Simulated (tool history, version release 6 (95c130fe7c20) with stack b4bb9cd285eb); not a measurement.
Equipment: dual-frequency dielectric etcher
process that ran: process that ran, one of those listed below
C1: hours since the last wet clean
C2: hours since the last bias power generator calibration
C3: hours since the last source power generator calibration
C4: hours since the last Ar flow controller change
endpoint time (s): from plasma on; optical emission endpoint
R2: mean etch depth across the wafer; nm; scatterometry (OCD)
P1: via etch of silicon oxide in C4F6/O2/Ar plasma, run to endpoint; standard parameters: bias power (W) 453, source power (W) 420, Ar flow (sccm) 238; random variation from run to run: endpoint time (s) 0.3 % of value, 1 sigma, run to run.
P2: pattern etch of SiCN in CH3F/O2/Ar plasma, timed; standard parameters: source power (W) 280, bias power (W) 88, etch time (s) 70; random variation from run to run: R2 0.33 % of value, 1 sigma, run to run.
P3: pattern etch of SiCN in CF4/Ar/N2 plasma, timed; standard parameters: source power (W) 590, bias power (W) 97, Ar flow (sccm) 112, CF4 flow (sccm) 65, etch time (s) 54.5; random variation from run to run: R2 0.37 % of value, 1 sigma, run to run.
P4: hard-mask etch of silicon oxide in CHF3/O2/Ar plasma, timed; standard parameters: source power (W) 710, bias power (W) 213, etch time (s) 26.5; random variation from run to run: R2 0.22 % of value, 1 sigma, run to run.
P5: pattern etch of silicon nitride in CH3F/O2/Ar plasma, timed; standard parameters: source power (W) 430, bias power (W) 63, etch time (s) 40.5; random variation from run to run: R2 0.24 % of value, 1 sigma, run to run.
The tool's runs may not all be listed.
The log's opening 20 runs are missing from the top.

{"run": 21, "hour": 181.2, "process that ran": "P4", "bias power (W)": 213, "source power (W)": 970, "etch time (s)": 26.5, "C1": 362.3, "C2": 1381.4, "C3": 767.7, "C4": 611.1, "R2": 64.461}
{"run": 22, "hour": 189.7, "process that ran": "P1", "bias power (W)": 453, "source power (W)": 280, "Ar flow (sccm)": 310, "C1": 370.8, "C2": 1389.9, "C3": 776.2, "C4": 619.6, "endpoint time (s)": 18.758}
{"run": 23, "hour": 195.2, "process that ran": "P2", "bias power (W)": 88, "source power (W)": 280, "etch time (s)": 90.5, "C1": 376.3, "C2": 1395.4, "C3": 781.7, "C4": 625.1, "R2": 31.734}
{"run": 24, "hour": 203.8, "process that ran": "P4", "bias power (W)": 213, "source power (W)": 710, "etch time (s)": 26.5, "C1": 384.9, "C2": 1404, "C3": 790.3, "C4": 633.7, "R2": 57.103}
{"run": 25, "hour": 213.0, "process that ran": "P5", "bias power (W)": 42, "source power (W)": 430, "etch time (s)": 40.5, "C1": 394.1, "C2": 1413.2, "C3": 799.5, "C4": 642.9, "R2": 24.256}
{"run": 26, "hour": 223.5, "process that ran": "P1", "bias power (W)": 538, "source power (W)": 420, "Ar flow (sccm)": 238, "C1": 404.6, "C2": 1423.7, "C3": 810, "C4": 653.4, "endpoint time (s)": 14.767}
{"run": 27, "hour": 229.8, "process that ran": "P3", "bias power (W)": 97, "source power (W)": 590, "Ar flow (sccm)": 150, "etch time (s)": 54.5, "CF4 flow (sccm)": 65, "C1": 410.9, "C2": 1430, "C3": 816.3, "C4": 659.7, "R2": 61.188}
{"hour": 234.2, "done": "Ar flow controller replaced"}
{"run": 28, "hour": 238.5, "process that ran": "P2", "bias power (W)": 88, "source power (W)": 280, "etch time (s)": 70, "C1": 419.6, "C2": 1438.7, "C3": 825, "C4": 4.3, "R2": 24.431}
{"run": 29, "hour": 244.6, "process that ran": "P5", "bias power (W)": 63, "source power (W)": 430, "etch time (s)": 40.5, "C1": 425.7, "C2": 1444.8, "C3": 831.1, "C4": 10.4, "R2": 27.428}
{"run": 30, "hour": 255.7, "process that ran": "P2", "bias power (W)": 88, "source power (W)": 340, "etch time (s)": 70, "C1": 436.8, "C2": 1455.9, "C3": 842.2, "C4": 21.5, "R2": 26.295}
{"run": 31, "hour": 265.9, "process that ran": "P5", "bias power (W)": 63, "source power (W)": 430, "etch time (s)": 51.5, "C1": 447, "C2": 1466.1, "C3": 852.4, "C4": 31.7, "R2": 34.754}
{"run": 32, "hour": 272.4, "process that ran": "P1", "bias power (W)": 453, "source power (W)": 420, "Ar flow (sccm)": 238, "C1": 453.5, "C2": 1472.6, "C3": 858.9, "C4": 38.2, "endpoint time (s)": 15.746}
{"run": 33, "hour": 283.0, "process that ran": "P1", "bias power (W)": 453, "source power (W)": 420, "Ar flow (sccm)": 238, "C1": 464.1, "C2": 1483.2, "C3": 869.5, "C4": 48.8, "endpoint time (s)": 15.722}
{"run": 34, "hour": 289.3, "process that ran": "P1", "bias power (W)": 453, "source power (W)": 420, "Ar flow (sccm)": 238, "C1": 470.4, "C2": 1489.5, "C3": 875.8, "C4": 55.1, "endpoint time (s)": 15.707}
{"run": 35, "hour": 296.9, "process that ran": "P1", "bias power (W)": 453, "source power (W)": 420, "Ar flow (sccm)": 238, "C1": 478, "C2": 1497.1, "C3": 883.4, "C4": 62.7, "endpoint time (s)": 15.621}
{"run": 36, "hour": 308.2, "process that ran": "P1", "bias power (W)": 453, "source power (W)": 420, "Ar flow (sccm)": 238, "C1": 489.3, "C2": 1508.4, "C3": 894.7, "C4": 74, "endpoint time (s)": 15.58}
{"run": 37, "hour": 314.9, "process that ran": "P1", "bias power (W)": 453, "source power (W)": 420, "Ar flow (sccm)": 238, "C1": 496, "C2": 1515.1, "C3": 901.4, "C4": 80.7, "endpoint time (s)": 15.448}
{"run": 38, "hour": 321.0, "process that ran": "P1", "bias power (W)": 453, "source power (W)": 420, "Ar flow (sccm)": 238, "C1": 502.1, "C2": 1521.2, "C3": 907.5, "C4": 86.8, "endpoint time (s)": 15.461}
{"hour": 321.7, "done": "Ar flow controller replaced"}
{"hour": 323.4, "done": "wet clean of the chamber"}
{"run": 39, "hour": 330.3, "process that ran": "P1", "bias power (W)": 453, "source power (W)": 420, "Ar flow (sccm)": 238, "C1": 7, "C2": 1530.5, "C3": 916.8, "C4": 8.6, "endpoint time (s)": 15.43}
{"run": 40, "hour": 336.8, "process that ran": "P1", "bias power (W)": 453, "source power (W)": 420, "Ar flow (sccm)": 238, "C1": 13.5, "C2": 1537, "C3": 923.3, "C4": 15.1, "endpoint time (s)": 15.49}
{"run": 41, "hour": 345.1, "process that ran": "P1", "bias power (W)": 453, "source power (W)": 420, "Ar flow (sccm)": 238, "C1": 21.8, "C2": 1545.3, "C3": 931.6, "C4": 23.4, "endpoint time (s)": 15.488}
{"run": 42, "hour": 352.1, "process that ran": "P1", "bias power (W)": 453, "source power (W)": 420, "Ar flow (sccm)": 238, "C1": 28.8, "C2": 1552.3, "C3": 938.6, "C4": 30.4, "endpoint time (s)": 15.56}

Run 43 is up next; what results do you expect?
{"run": 43, "hour": 361.2, "process that ran": "P1", "bias power (W)": 453, "source power (W)": 420, "Ar flow (sccm)": 238, "C1": 37.9, "C2": 1561.4, "C3": 947.7, "C4": 39.5, "endpoint time (s)": "?"}

endpoint time (s): 15.492

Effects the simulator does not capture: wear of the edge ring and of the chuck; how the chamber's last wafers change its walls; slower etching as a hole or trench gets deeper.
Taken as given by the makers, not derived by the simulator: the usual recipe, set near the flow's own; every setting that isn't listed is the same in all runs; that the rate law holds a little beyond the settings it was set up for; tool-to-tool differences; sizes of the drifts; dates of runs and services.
